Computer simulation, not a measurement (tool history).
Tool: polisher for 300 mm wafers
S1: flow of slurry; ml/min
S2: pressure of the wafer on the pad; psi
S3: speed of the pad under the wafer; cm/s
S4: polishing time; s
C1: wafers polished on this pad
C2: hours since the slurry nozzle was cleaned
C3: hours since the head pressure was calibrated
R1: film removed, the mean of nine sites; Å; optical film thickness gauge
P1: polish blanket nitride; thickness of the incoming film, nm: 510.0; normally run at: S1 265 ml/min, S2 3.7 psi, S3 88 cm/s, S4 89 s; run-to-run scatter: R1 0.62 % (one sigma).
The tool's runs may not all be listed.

Run 1, hour 7.2: S1 265 ml/min, S2 3.7 psi, S3 88 cm/s, S4 89 s; C1 541; C2 255.7; C3 480.5. Result: R1 1434.2 Å.
Run 2, hour 21.1: S1 265 ml/min, S2 5 psi, S3 88 cm/s, S4 89 s; C1 659; C2 269.6; C3 494.4. Result: R1 1918.6 Å.
Run 3, hour 34: S1 425 ml/min, S2 3.7 psi, S3 88 cm/s, S4 89 s; C1 768; C2 282.5; C3 507.3. Result: R1 1480.1 Å.
Run 4, hour 43.5: S1 265 ml/min, S2 3.7 psi, S3 88 cm/s, S4 89 s; C1 848; C2 292; C3 516.8. Result: R1 1422.2 Å.
Run 5, hour 50.6: S1 265 ml/min, S2 3.7 psi, S3 88 cm/s, S4 89 s; C1 908; C2 299.1; C3 523.9. Result: R1 1424.2 Å.
Run 6, hour 59.2: S1 265 ml/min, S2 5 psi, S3 126 cm/s, S4 89 s; C1 981; C2 307.7; C3 532.5. Result: R1 2561.1 Å.
Run 7, hour 68.6: S1 265 ml/min, S2 3.7 psi, S3 40 cm/s, S4 89 s; C1 1060; C2 317.1; C3 541.9. Result: R1 752.91 Å.
Run 8, hour 80.6: S1 265 ml/min, S2 3.7 psi, S3 88 cm/s, S4 54 s; C1 1162; C2 329.1; C3 553.9. Result: R1 869.03 Å.
Run 9, hour 94.7: S1 265 ml/min, S2 3.7 psi, S3 88 cm/s, S4 89 s; C1 1281; C2 343.2; C3 568. Result: R1 1415.7 Å.
Run 10, hour 109.3: S1 265 ml/min, S2 3.7 psi, S3 118 cm/s, S4 89 s; C1 1405; C2 357.8; C3 582.6. Result: R1 1825.8 Å.
Run 11, hour 117.6: S1 265 ml/min, S2 3.7 psi, S3 88 cm/s, S4 89 s; C1 1475; C2 366.1; C3 590.9. Result: R1 1420.7 Å.

The next listed run, before its measurement:
Run 12, hour 130.8: S1 160 ml/min, S2 3.7 psi, S3 88 cm/s, S4 89 s; C1 1587; C2 379.3; C3 604.1. Result: R1 ?.

Run 12 gave R1 1328.4 Å.
